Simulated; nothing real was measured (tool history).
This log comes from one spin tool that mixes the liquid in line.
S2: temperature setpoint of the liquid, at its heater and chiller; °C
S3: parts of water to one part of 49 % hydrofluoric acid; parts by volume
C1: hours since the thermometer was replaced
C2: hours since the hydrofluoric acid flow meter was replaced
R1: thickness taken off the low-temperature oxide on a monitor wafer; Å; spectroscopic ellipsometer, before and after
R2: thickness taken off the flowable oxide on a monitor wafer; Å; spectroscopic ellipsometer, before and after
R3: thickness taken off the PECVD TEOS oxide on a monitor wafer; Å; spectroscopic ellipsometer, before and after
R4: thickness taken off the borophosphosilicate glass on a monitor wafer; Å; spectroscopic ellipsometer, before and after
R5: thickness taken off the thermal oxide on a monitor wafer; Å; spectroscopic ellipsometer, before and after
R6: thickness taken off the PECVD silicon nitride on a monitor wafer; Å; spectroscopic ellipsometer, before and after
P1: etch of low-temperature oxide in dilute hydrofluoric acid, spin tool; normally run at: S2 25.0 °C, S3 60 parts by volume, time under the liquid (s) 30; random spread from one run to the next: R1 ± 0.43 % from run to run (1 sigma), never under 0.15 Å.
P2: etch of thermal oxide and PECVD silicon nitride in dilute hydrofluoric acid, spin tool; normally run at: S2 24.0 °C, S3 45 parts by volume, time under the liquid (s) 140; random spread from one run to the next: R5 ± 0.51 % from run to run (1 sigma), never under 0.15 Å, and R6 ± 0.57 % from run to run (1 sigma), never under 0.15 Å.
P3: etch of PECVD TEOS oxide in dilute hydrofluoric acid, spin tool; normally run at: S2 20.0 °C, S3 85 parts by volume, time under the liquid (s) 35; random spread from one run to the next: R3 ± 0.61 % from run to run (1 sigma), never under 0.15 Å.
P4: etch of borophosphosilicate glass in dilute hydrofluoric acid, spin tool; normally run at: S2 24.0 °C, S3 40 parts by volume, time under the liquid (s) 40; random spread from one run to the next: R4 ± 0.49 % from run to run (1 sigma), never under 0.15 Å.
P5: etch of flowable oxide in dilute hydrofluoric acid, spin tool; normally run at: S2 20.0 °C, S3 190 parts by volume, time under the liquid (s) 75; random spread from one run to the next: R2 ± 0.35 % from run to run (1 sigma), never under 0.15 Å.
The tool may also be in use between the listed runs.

Run 1, day 0.175: process that ran P1, S2 25.0 °C, S3 60 parts by volume, time under the liquid (s) 30; C1 335.1; C2 432.5. Result: R1 86.508 Å.
Run 2, day 0.329: process that ran P5, S2 20.0 °C, S3 90 parts by volume, time under the liquid (s) 75; C1 338.8; C2 436.2. Result: R2 260.640 Å.
Run 3, day 0.454: process that ran P5, S2 20.0 °C, S3 190 parts by volume, time under the liquid (s) 15; C1 341.8; C2 439.2. Result: R2 22.279 Å.
Run 4, day 0.642: process that ran P3, S2 20.0 °C, S3 85 parts by volume, time under the liquid (s) 60; C1 346.3; C2 443.7. Result: R3 100.040 Å.
Run 5, day 0.792: process that ran P1, S2 25.0 °C, S3 60 parts by volume, time under the liquid (s) 30; C1 349.9; C2 447.3. Result: R1 85.606 Å.
Run 6, day 1.029: process that ran P1, S2 25.0 °C, S3 60 parts by volume, time under the liquid (s) 30; C1 355.6; C2 453.0. Result: R1 86.752 Å.
Run 7, day 1.229: process that ran P1, S2 19.5 °C, S3 60 parts by volume, time under the liquid (s) 30; C1 360.4; C2 457.8. Result: R1 68.820 Å.
Run 8, day 1.425: process that ran P1, S2 25.0 °C, S3 20 parts by volume, time under the liquid (s) 30; C1 365.1; C2 462.5. Result: R1 273.890 Å.
Run 9, day 1.579: process that ran P4, S2 24.0 °C, S3 40 parts by volume, time under the liquid (s) 40; C1 368.8; C2 466.2. Result: R4 435.45 Å.
Run 10, day 1.692: process that ran P2, S2 24.0 °C, S3 45 parts by volume, time under the liquid (s) 50; C1 371.5; C2 468.9. Result: R5 58.236 Å, R6 47.368 Å.
Run 11, day 1.846: process that ran P5, S2 17.0 °C, S3 190 parts by volume, time under the liquid (s) 75; C1 375.2; C2 472.6. Result: R2 98.435 Å.
Run 12, day 2.062: process that ran P2, S2 24.0 °C, S3 45 parts by volume, time under the liquid (s) 140; C1 380.4; C2 477.8. Result: R5 162.030 Å, R6 131.470 Å.
Run 13, day 2.242: process that ran P1, S2 25.0 °C, S3 95 parts by volume, time under the liquid (s) 30; C1 384.7; C2 482.1. Result: R1 52.155 Å.
Run 14, day 2.396: process that ran P1, S2 25.0 °C, S3 60 parts by volume, time under the liquid (s) 30; C1 388.4; C2 485.8. Result: R1 86.566 Å.
Run 15, day 2.550: process that ran P5, S2 20.0 °C, S3 190 parts by volume, time under the liquid (s) 75; C1 392.1; C2 489.5. Result: R2 111.030 Å.
Run 16, day 2.758: process that ran P1, S2 25.0 °C, S3 60 parts by volume, time under the liquid (s) 30; C1 397.1; C2 494.5. Result: R1 86.280 Å.
Run 17, day 3.008: process that ran P2, S2 17.5 °C, S3 45 parts by volume, time under the liquid (s) 140; C1 403.1; C2 500.5. Result: R5 122.170 Å, R6 84.613 Å.
Run 18, day 3.217: process that ran P4, S2 24.0 °C, S3 40 parts by volume, time under the liquid (s) 15; C1 408.1; C2 505.5. Result: R4 162.06 Å.
Run 19, day 3.429: process that ran P4, S2 24.0 °C, S3 40 parts by volume, time under the liquid (s) 40; C1 413.2; C2 510.6. Result: R4 430.36 Å.
Run 20, day 3.633: process that ran P1, S2 25.0 °C, S3 25 parts by volume, time under the liquid (s) 45; C1 418.1; C2 515.5. Result: R1 324.910 Å.
Run 21, day 3.846: process that ran P2, S2 24.0 °C, S3 25 parts by volume, time under the liquid (s) 140; C1 423.2; C2 520.6. Result: R5 299.760 Å, R6 234.610 Å.
Run 22, day 4.083: process that ran P3, S2 17.0 °C, S3 85 parts by volume, time under the liquid (s) 35; C1 428.9; C2 526.3. Result: R3 51.144 Å.
Run 23, day 4.312: process that ran P1, S2 25.0 °C, S3 60 parts by volume, time under the liquid (s) 15; C1 434.4; C2 531.8. Result: R1 42.890 Å.
Run 24, day 4.467: process that ran P4, S2 17.5 °C, S3 40 parts by volume, time under the liquid (s) 40; C1 438.1; C2 535.5. Result: R4 327.25 Å.
Run 25, day 4.638: process that ran P1, S2 25.0 °C, S3 105 parts by volume, time under the liquid (s) 50; C1 442.2; C2 539.6. Result: R1 77.724 Å.
Run 26, day 4.775: process that ran P1, S2 25.0 °C, S3 60 parts by volume, time under the liquid (s) 30; C1 445.5; C2 542.9. Result: R1 86.315 Å.
Run 27, day 4.983: process that ran P1, S2 25.0 °C, S3 60 parts by volume, time under the liquid (s) 55; C1 450.5; C2 547.9. Result: R1 158.750 Å.
Run 28, day 5.233: process that ran P3, S2 20.0 °C, S3 85 parts by volume, time under the liquid (s) 35; C1 456.5; C2 553.9. Result: R3 59.286 Å.
Run 29, day 5.446: process that ran P1, S2 32.5 °C, S3 60 parts by volume, time under the liquid (s) 30; C1 461.6; C2 559.0. Result: R1 115.200 Å.
Run 30, day 5.654: process that ran P4, S2 24.0 °C, S3 20 parts by volume, time under the liquid (s) 40; C1 466.6; C2 564.0. Result: R4 889.37 Å.
Run 31, day 5.871: process that ran P3, S2 20.0 °C, S3 130 parts by volume, time under the liquid (s) 35; C1 471.8; C2 569.2. Result: R3 36.349 Å.
Run 32, day 5.996: process that ran P1, S2 25.0 °C, S3 60 parts by volume, time under the liquid (s) 30; C1 474.8; C2 572.2. Result: R1 86.209 Å.
Run 33, day 6.192: process that ran P1, S2 25.0 °C, S3 60 parts by volume, time under the liquid (s) 30; C1 479.5; C2 576.9. Result: R1 88.084 Å.
Run 34, day 6.412: process that ran P1, S2 25.0 °C, S3 60 parts by volume, time under the liquid (s) 30; C1 484.8; C2 582.2. Result: R1 90.209 Å.
Run 35, day 6.658: process that ran P1, S2 25.0 °C, S3 60 parts by volume, time under the liquid (s) 30; C1 490.7; C2 588.1. Result: R1 90.702 Å.
Run 36, day 6.900: process that ran P1, S2 25.0 °C, S3 60 parts by volume, time under the liquid (s) 30; C1 496.5; C2 593.9. Result: R1 92.077 Å.
Run 37, day 7.112: process that ran P1, S2 25.0 °C, S3 60 parts by volume, time under the liquid (s) 30; C1 501.6; C2 599.0. Result: R1 92.882 Å.
Run 38, day 7.283: process that ran P1, S2 25.0 °C, S3 60 parts by volume, time under the liquid (s) 30; C1 505.7; C2 603.1. Result: R1 92.386 Å.
Run 39, day 7.542: process that ran P1, S2 25.0 °C, S3 60 parts by volume, time under the liquid (s) 30; C1 511.9; C2 609.3. Result: R1 92.858 Å.
Run 40, day 7.800: process that ran P1, S2 25.0 °C, S3 60 parts by volume, time under the liquid (s) 30; C1 518.1; C2 615.5. Result: R1 93.249 Å.
Run 41, day 7.942: process that ran P1, S2 25.0 °C, S3 60 parts by volume, time under the liquid (s) 30; C1 521.5; C2 618.9. Result: R1 93.493 Å.
Run 42, day 8.167: process that ran P1, S2 25.0 °C, S3 60 parts by volume, time under the liquid (s) 30; C1 526.9; C2 624.3. Result: R1 94.118 Å.

What P1 gives has crept away from where it was. These 2 causes fit the log equally well, each at the size given:
A: hydrofluoric acid flow above the setpoint (%) = 7.48
B: liquid hotter than its thermometer reads (K) = 1.94
Creep in the process output first set in at about day 5.996.

Consider the 4 single-wafer check runs listed below, results given as question marks: which one distinguishes between the causes by giving clearly different results for each?
Run check 1, day 8.392: process that ran P2, S2 21.0 °C, S3 45 parts by volume, time under the liquid (s) 70. Result: R5 ?, R6 ?.
Run check 2, day 8.392: process that ran P4, S2 19.0 °C, S3 30 parts by volume, time under the liquid (s) 40. Result: R4 ?.
Run check 3, day 8.392: process that ran P5, S2 20.0 °C, S3 190 parts by volume, time under the liquid (s) 15. Result: R2 ?.
Run check 4, day 8.392: process that ran P3, S2 20.0 °C, S3 110 parts by volume, time under the liquid (s) 35. Result: R3 ?.

Outcome of each check run for each possible cause:
  check  result    if A    if B
check 1      R5  77.261  77.684
check 1      R6  57.562  61.310
check 2      R4  509.77  514.36
check 3      R2  24.156  23.897
check 4      R3  47.430  47.327
Smallest distance between any two causes, each pair judged by its most separating result, in per cent: check 1 6.31 %; check 2 0.9 %; check 3 1.08 %; check 4 0.22 %
Of the check runs offered, only check 1 discriminates between the causes; the rest would read about the same regardless of which cause applies.

With check 1 done, the readings were: R5 77.390 Å; R6 57.357 Å. Identify which of the listed causes applies.

Of the candidate causes, it is A: hydrofluoric acid flow above the setpoint (%).
